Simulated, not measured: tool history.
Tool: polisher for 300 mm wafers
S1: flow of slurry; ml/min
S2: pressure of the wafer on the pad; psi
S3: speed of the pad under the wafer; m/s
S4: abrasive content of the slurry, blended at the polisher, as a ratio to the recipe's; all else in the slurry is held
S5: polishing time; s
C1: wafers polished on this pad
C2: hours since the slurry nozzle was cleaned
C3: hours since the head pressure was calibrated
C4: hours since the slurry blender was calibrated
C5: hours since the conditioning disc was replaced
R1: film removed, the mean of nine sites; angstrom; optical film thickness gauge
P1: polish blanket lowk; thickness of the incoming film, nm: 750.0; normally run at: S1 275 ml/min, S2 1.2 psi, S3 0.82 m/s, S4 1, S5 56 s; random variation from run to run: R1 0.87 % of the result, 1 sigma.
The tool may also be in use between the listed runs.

{"run": 1, "hour": 2.8, "S1": 275, "S2": 1.2, "S3": 0.82, "S4": 1, "S5": 56, "C1": 151, "C2": 169.9, "C3": 443.6, "C4": 88, "C5": 86, "R1": 119.84}
{"run": 2, "hour": 5.9, "S1": 275, "S2": 1.2, "S3": 0.82, "S4": 1, "S5": 56, "C1": 178, "C2": 173, "C3": 446.7, "C4": 91.1, "C5": 89.1, "R1": 118.8}
{"run": 3, "hour": 10.1, "S1": 275, "S2": 1.8, "S3": 0.82, "S4": 1, "S5": 56, "C1": 214, "C2": 177.2, "C3": 450.9, "C4": 95.3, "C5": 93.3, "R1": 178.56}
{"run": 4, "hour": 14.0, "S1": 275, "S2": 1.2, "S3": 0.36, "S4": 1, "S5": 56, "C1": 248, "C2": 181.1, "C3": 454.8, "C4": 99.2, "C5": 97.2, "R1": 61.176}
{"run": 5, "hour": 16.7, "S1": 275, "S2": 1.2, "S3": 0.82, "S4": 1, "S5": 56, "C1": 272, "C2": 183.8, "C3": 457.5, "C4": 101.9, "C5": 99.9, "R1": 118.5}
{"run": 6, "hour": 19.4, "S1": 275, "S2": 1.2, "S3": 0.82, "S4": 0.8, "S5": 43, "C1": 295, "C2": 186.5, "C3": 460.2, "C4": 104.6, "C5": 102.6, "R1": 82.996}
{"run": 7, "hour": 22.5, "S1": 275, "S2": 1.2, "S3": 0.82, "S4": 1, "S5": 56, "C1": 322, "C2": 189.6, "C3": 463.3, "C4": 107.7, "C5": 105.7, "R1": 118.64}
{"run": 8, "hour": 26.6, "S1": 275, "S2": 1.2, "S3": 0.82, "S4": 1.45, "S5": 56, "C1": 358, "C2": 193.7, "C3": 467.4, "C4": 111.8, "C5": 109.8, "R1": 139.75}
{"run": 9, "hour": 30.9, "S1": 365, "S2": 1.2, "S3": 0.82, "S4": 1, "S5": 56, "C1": 395, "C2": 198, "C3": 471.7, "C4": 116.1, "C5": 114.1, "R1": 121.52}
{"run": 10, "hour": 34.9, "S1": 275, "S2": 1.2, "S3": 0.82, "S4": 0.6, "S5": 56, "C1": 430, "C2": 202, "C3": 475.7, "C4": 120.1, "C5": 118.1, "R1": 91.801}
{"run": 11, "hour": 38.3, "S1": 275, "S2": 1.2, "S3": 0.82, "S4": 1, "S5": 71, "C1": 460, "C2": 205.4, "C3": 479.1, "C4": 123.5, "C5": 121.5, "R1": 150.82}
{"run": 12, "hour": 41.8, "S1": 200, "S2": 1.2, "S3": 0.82, "S4": 0.75, "S5": 56, "C1": 490, "C2": 208.9, "C3": 482.6, "C4": 127, "C5": 125, "R1": 99.543}
{"run": 13, "hour": 44.5, "S1": 275, "S2": 0.7, "S3": 0.82, "S4": 1, "S5": 56, "C1": 513, "C2": 211.6, "C3": 485.3, "C4": 129.7, "C5": 127.7, "R1": 68.521}
{"run": 14, "hour": 47.1, "S1": 275, "S2": 1.2, "S3": 1.12, "S4": 1, "S5": 56, "C1": 536, "C2": 214.2, "C3": 487.9, "C4": 132.3, "C5": 130.3, "R1": 152.88}
{"run": 15, "hour": 50.6, "S1": 275, "S2": 1.2, "S3": 0.82, "S4": 1, "S5": 36, "C1": 567, "C2": 217.7, "C3": 491.4, "C4": 135.8, "C5": 133.8, "R1": 76.139}
{"run": 16, "hour": 52.8, "S1": 195, "S2": 1.2, "S3": 0.82, "S4": 1, "S5": 56, "C1": 586, "C2": 219.9, "C3": 493.6, "C4": 138, "C5": 136, "R1": 113.96}
{"run": 17, "hour": 56.2, "S1": 275, "S2": 1.2, "S3": 0.82, "S4": 1, "S5": 56, "C1": 615, "C2": 223.3, "C3": 497, "C4": 141.4, "C5": 139.4, "R1": 116.64}
{"run": 18, "hour": 58.1, "S1": 275, "S2": 1.2, "S3": 0.82, "S4": 1, "S5": 56, "C1": 632, "C2": 225.2, "C3": 498.9, "C4": 143.3, "C5": 141.3, "R1": 117.74}
{"run": 19, "hour": 60.8, "S1": 275, "S2": 1.2, "S3": 0.82, "S4": 1, "S5": 56, "C1": 655, "C2": 227.9, "C3": 501.6, "C4": 146, "C5": 144, "R1": 111.75}
{"run": 20, "hour": 63.5, "S1": 275, "S2": 1.2, "S3": 0.82, "S4": 1, "S5": 56, "C1": 679, "C2": 230.6, "C3": 504.3, "C4": 148.7, "C5": 146.7, "R1": 109.14}
{"run": 21, "hour": 67.4, "S1": 275, "S2": 1.2, "S3": 0.82, "S4": 1, "S5": 56, "C1": 713, "C2": 234.5, "C3": 508.2, "C4": 152.6, "C5": 150.6, "R1": 108.43}
{"hour": 69.7, "done": "conditioning disc replaced and pad reconditioned"}
{"run": 22, "hour": 71.0, "S1": 275, "S2": 1.2, "S3": 0.82, "S4": 1, "S5": 56, "C1": 744, "C2": 238.1, "C3": 511.8, "C4": 156.2, "C5": 1.3, "R1": 106.85}
{"hour": 71.3, "done": "head pressure recalibrated"}
{"run": 23, "hour": 74.2, "S1": 275, "S2": 1.2, "S3": 0.82, "S4": 1, "S5": 56, "C1": 772, "C2": 241.3, "C3": 3, "C4": 159.4, "C5": 4.5, "R1": 106.1}
{"run": 24, "hour": 76.8, "S1": 275, "S2": 1.2, "S3": 0.82, "S4": 1, "S5": 56, "C1": 794, "C2": 243.9, "C3": 5.6, "C4": 162, "C5": 7.1, "R1": 106.27}
{"run": 25, "hour": 80.8, "S1": 275, "S2": 1.2, "S3": 0.82, "S4": 1, "S5": 56, "C1": 829, "C2": 247.9, "C3": 9.6, "C4": 166, "C5": 11.1, "R1": 105.83}
{"run": 26, "hour": 83.3, "S1": 275, "S2": 1.2, "S3": 0.82, "S4": 1, "S5": 56, "C1": 851, "C2": 250.4, "C3": 12.1, "C4": 168.5, "C5": 13.6, "R1": 104.48}
{"run": 27, "hour": 86.4, "S1": 275, "S2": 1.2, "S3": 0.82, "S4": 1, "S5": 56, "C1": 878, "C2": 253.5, "C3": 15.2, "C4": 171.6, "C5": 16.7, "R1": 105.27}

What P1 gives has crept away from where it was. These 2 causes fit the log equally well, each at the size given:
A: abrasive missing from the slurry, % = 23.4
B: removal rate lost through wear of the pad, % = 12.2
The creep began at about hour 56.2.
Why every other cause is out:
slurry flow missing at the pad, %: at most 40, which would move R1 by -6.2 %: too little, or the wrong way
head's pressure below its setpoint, %: serviced at hour 71.3, which brought nothing back
time polished since the conditioner stopped cutting, s: serviced at hour 69.7, which brought nothing back

4 check runs are offered, each on 5 wafers whose results are averaged, their results left as question marks. Which one tells the causes apart?
{"run": "check 1", "hour": 89.5, "S1": 200, "S2": 1.2, "S3": 0.82, "S4": 1, "S5": 56, "R1": "?"}
{"run": "check 2", "hour": 89.5, "S1": 275, "S2": 1.7, "S3": 0.6, "S4": 1, "S5": 56, "R1": "?"}
{"run": "check 3", "hour": 89.5, "S1": 350, "S2": 1.2, "S3": 0.82, "S4": 1, "S5": 56, "R1": "?"}
{"run": "check 4", "hour": 89.5, "S1": 205, "S2": 1.2, "S3": 0.82, "S4": 0.65, "S5": 56, "R1": "?"}

What each check would give under each cause:
check=check_1 result=R1 if_A=100.53 if_B=100.53
check=check_2 result=R1 if_A=115.02 if_B=115.01
check=check_3 result=R1 if_A=106.44 if_B=106.43
check=check_4 result=R1 if_A=78.76 if_B=81.019
How far apart the two closest causes lie, in the result that separates them most: check 1 0.01 %; check 2 0.01 %; check 3 0.01 %; check 4 2.83 %
Only check 4 tells the causes apart: in the others they would give nearly the same result.

Then check 4 was run and gave: R1 81.266 angstrom. Which cause is it?

It is B: removal rate lost through wear of the pad, %.
